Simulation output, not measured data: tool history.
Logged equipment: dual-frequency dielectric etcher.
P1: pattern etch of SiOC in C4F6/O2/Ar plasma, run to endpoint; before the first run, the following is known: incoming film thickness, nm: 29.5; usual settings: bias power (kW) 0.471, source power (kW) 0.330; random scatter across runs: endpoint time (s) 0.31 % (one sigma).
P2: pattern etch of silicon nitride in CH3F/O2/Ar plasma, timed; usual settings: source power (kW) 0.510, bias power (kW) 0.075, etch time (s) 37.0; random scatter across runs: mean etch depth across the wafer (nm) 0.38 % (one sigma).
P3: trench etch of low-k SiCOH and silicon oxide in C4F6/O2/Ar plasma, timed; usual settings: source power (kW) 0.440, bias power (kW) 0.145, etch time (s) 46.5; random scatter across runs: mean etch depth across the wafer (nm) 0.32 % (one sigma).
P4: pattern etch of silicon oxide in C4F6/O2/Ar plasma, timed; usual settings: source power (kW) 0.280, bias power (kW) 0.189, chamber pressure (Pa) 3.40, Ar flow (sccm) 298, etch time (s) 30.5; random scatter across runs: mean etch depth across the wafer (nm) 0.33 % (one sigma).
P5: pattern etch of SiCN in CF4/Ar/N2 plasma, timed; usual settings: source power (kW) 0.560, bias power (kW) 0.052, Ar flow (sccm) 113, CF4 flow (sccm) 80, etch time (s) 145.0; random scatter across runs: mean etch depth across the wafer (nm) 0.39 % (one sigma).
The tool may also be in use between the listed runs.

run	hour	process that ran	bias power (kW)	source power (kW)	etch time (s)	chamber pressure (Pa)	Ar flow (sccm)	CF4 flow (sccm)	hours since the last wet clean	hours since the last bias power generator calibration	hours since the last source power generator calibration	endpoint time (s)	mean etch depth across the wafer (nm)
1	8.1	P1	0.471	0.330					144.6	1653.9	881.4	11.1170	
2	17.8	P1	0.471	0.220					154.3	1663.6	891.1	12.8960	
3	27.6	P3	0.195	0.440	46.5				164.1	1673.4	900.9		161.210
4	35.2	P4	0.147	0.280	30.5	3.40	298		171.7	1681.0	908.5		79.832
5	44.8	P2	0.075	0.350	37.0				181.3	1690.6	918.1		25.208
6	54.7	P5	0.052	0.710	145.0		113	80	191.2	1700.5	928.0		171.600
7	60.1	P5	0.033	0.560	145.0		113	80	196.6	1705.9	933.4		121.520
8	69.1	P1	0.588	0.250					205.6	1714.9	942.4	11.2170	
9	77.4	P4	0.189	0.280	30.5	3.40	298		213.9	1723.2	950.7		86.782
10	87.4	P2	0.075	0.510	37.0				223.9	1733.2	960.7		28.943
11	93.3	P3	0.145	0.620	46.5				229.8	1739.1	966.6		170.060
12	98.6	P1	0.471	0.330					235.1	1744.4	971.9	11.0810	
13	108.1	P4	0.189	0.280	30.5	3.40	243		244.6	1753.9	981.4		88.614
14	113.4	P4	0.189	0.280	30.5	4.47	298		249.9	1759.2	986.7		84.138
15	119.6	P1	0.471	0.330					256.1	1765.4	992.9	11.0160	
16	129.2	P5	0.052	0.560	145.0		113	80	265.7	1775.0	1002.5		138.810
17	134.7	P4	0.189	0.280	19.5	3.40	298		271.2	1780.5	1008.0		55.589
18	142.7	P3	0.145	0.440	25.5				279.2	1788.5	1016.0		81.047
19	150.3	P1	0.390	0.240					286.8	1796.1	1023.6	13.3750	
20	156.5	P1	0.471	0.420					293.0	1802.3	1029.8	10.1510	
21	163.1	P1	0.471	0.330					299.6	1808.9	1036.4	11.0690	
22	172.6	P5	0.052	0.560	145.0		113	104	309.1	1818.4	1045.9		145.360
23	177.6	P1	0.666	0.330					314.1	1823.4	1050.9	9.7236	
24	184.2	P1	0.344	0.330					320.7	1830.0	1057.5	12.4700	
25	192.1	P3	0.145	0.440	46.5				328.6	1837.9	1065.4		146.710
26	200.1	P3	0.145	0.440	46.5				336.6	1845.9	1073.4		147.810
27	205.7	P2	0.044	0.510	37.0				342.2	1851.5	1079.0		24.684

Forecast run 28:
28	212.2	P1	0.471	0.330					348.7	1858.0	1085.5	?	

{"run 28": {"endpoint time (s)": 11.03}}
